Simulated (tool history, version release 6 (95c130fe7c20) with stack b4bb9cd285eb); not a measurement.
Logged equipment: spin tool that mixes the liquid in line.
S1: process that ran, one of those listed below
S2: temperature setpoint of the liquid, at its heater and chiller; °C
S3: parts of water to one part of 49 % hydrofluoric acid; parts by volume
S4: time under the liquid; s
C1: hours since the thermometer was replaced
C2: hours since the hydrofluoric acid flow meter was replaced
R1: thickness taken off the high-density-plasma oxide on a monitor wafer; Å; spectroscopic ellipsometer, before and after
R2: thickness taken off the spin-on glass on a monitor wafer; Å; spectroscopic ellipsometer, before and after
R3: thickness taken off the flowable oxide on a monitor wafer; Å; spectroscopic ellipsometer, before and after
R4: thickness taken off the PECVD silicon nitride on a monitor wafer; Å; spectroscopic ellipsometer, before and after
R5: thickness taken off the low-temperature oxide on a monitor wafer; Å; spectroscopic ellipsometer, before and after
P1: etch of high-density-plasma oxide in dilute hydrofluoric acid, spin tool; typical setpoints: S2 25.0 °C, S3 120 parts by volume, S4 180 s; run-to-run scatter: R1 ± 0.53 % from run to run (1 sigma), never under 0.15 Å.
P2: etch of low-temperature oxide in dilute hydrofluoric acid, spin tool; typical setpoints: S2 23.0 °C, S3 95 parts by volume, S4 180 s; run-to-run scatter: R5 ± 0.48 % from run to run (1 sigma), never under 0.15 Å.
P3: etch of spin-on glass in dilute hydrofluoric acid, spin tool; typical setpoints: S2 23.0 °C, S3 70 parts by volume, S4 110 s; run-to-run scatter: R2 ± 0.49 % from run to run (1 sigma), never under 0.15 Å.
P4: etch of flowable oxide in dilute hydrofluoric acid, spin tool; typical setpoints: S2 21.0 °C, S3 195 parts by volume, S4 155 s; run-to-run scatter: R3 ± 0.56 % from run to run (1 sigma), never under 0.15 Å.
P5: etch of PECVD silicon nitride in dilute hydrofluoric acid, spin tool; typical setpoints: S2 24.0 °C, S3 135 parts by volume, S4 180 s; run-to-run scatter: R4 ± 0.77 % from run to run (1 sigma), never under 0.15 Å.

run,hour,S1,S2,S3,S4,C1,C2,R1,R2,R3,R4,R5
1,5.4,P1,25.0,120,180,850.0,373.9,98.216,,,,
2,10.8,P3,23.0,70,110,855.4,379.3,,504.640,,,
3,13.8,P3,23.0,70,15,858.4,382.3,,68.701,,,
4,20.5,P1,25.0,120,180,865.1,389.0,97.406,,,,
5,23.8,P4,21.0,195,155,868.4,392.3,,,218.75,,
6,28.2,P1,25.0,80,40,872.8,396.7,34.331,,,,
7,33.8,P1,25.0,205,180,878.4,402.3,52.047,,,,
8,36.7,P1,25.0,120,70,881.3,405.2,38.040,,,,
9,40.0,P1,25.0,120,180,884.6,408.5,97.498,,,,
10,45.8,P5,24.0,225,180,890.4,414.3,,,,20.0120,
11,50.4,P4,21.0,340,155,895.0,418.9,,,110.05,,
12,53.9,P1,25.0,120,180,898.5,422.4,99.189,,,,
13,59.2,P2,23.0,30,180,903.8,427.7,,,,,926.82
14,64.5,P2,23.0,95,180,909.1,433.0,,,,,270.19
15,68.0,P2,23.0,95,180,912.6,436.5,,,,,266.31
16,72.3,P1,19.5,120,180,916.9,440.8,78.774,,,,
17,76.7,P1,25.0,45,180,921.3,445.2,288.900,,,,
18,82.7,P4,21.0,195,40,927.3,451.2,,,56.63,,
19,88.0,P3,23.0,20,110,932.6,456.5,,1882.900,,,
20,92.2,P5,24.0,135,180,936.8,460.7,,,,33.4180,
21,96.6,P1,33.0,120,60,941.2,465.1,44.143,,,,
22,100.8,P2,29.5,95,180,945.4,469.3,,,,,344.89
23,106.3,P4,21.0,195,155,950.9,474.8,,,219.67,,
24,110.2,P5,24.0,135,15,954.8,478.7,,,,2.6561,
25,113.5,P1,25.0,120,285,958.1,482.0,156.670,,,,
26,119.4,P1,21.0,70,180,964.0,487.9,150.780,,,,
27,125.0,P1,30.0,120,180,969.6,493.5,117.650,,,,
28,130.6,P1,25.0,120,180,975.2,499.1,98.079,,,,
29,136.6,P3,17.0,70,110,981.2,505.1,,394.880,,,
30,142.7,P4,27.5,195,155,987.3,511.2,,,279.04,,
31,145.9,P2,23.0,95,285,990.5,514.4,,,,,423.86
32,149.1,P5,18.5,135,180,993.7,517.6,,,,22.7180,
33,155.8,P1,25.0,120,180,1000.4,524.3,97.474,,,,
34,159.7,P1,25.0,120,180,1004.3,528.2,95.527,,,,
35,163.6,P1,25.0,120,180,1008.2,532.1,93.330,,,,
36,167.3,P1,25.0,120,180,1011.9,535.8,93.969,,,,
37,171.2,P1,25.0,120,180,1015.8,539.7,93.846,,,,
38,174.3,P1,25.0,120,180,1018.9,542.8,92.968,,,,
39,177.4,P1,25.0,120,180,1022.0,545.9,92.753,,,,

The output of P1 has drifted from where it used to be. Each of the 2 causes below, taken at the size shown beside it, accounts for the log equally well:
A: hydrofluoric acid flow below the setpoint (%) = 4.61
B: liquid colder than its thermometer reads (K) = 1.4
The drift started at roughly hour 155.8.

You are offered 4 check runs, listed below with question marks in place of their results; each one averages 2 wafers. Which run separates the listed causes by giving clearly different results for each?
check 1,180.5,P2,23.0,95,180,,,,,,,?
check 2,180.5,P4,21.0,195,155,,,,,?,,
check 3,180.5,P3,23.0,70,110,,,,?,,,
check 4,180.5,P5,24.0,135,180,,,,,,?,

What each check would give under each cause:
check,result,if A,if B
check 1,R5,253.56,252.60
check 2,R3,207.69,208.23
check 3,R2,479.230,476.300
check 4,R4,31.5930,30.2090
Minimum pairwise separation of causes per check, each pair taken at its best-separating result: check 1 0.38 %; check 2 0.26 %; check 3 0.61 %; check 4 4.48 %
Only check 4 tells the causes apart: in the others they would give nearly the same result.

With check 4 done, the readings were: R4 30.3650 Å. Identify which of the listed causes applies.

B is the cause: liquid colder than its thermometer reads (K).
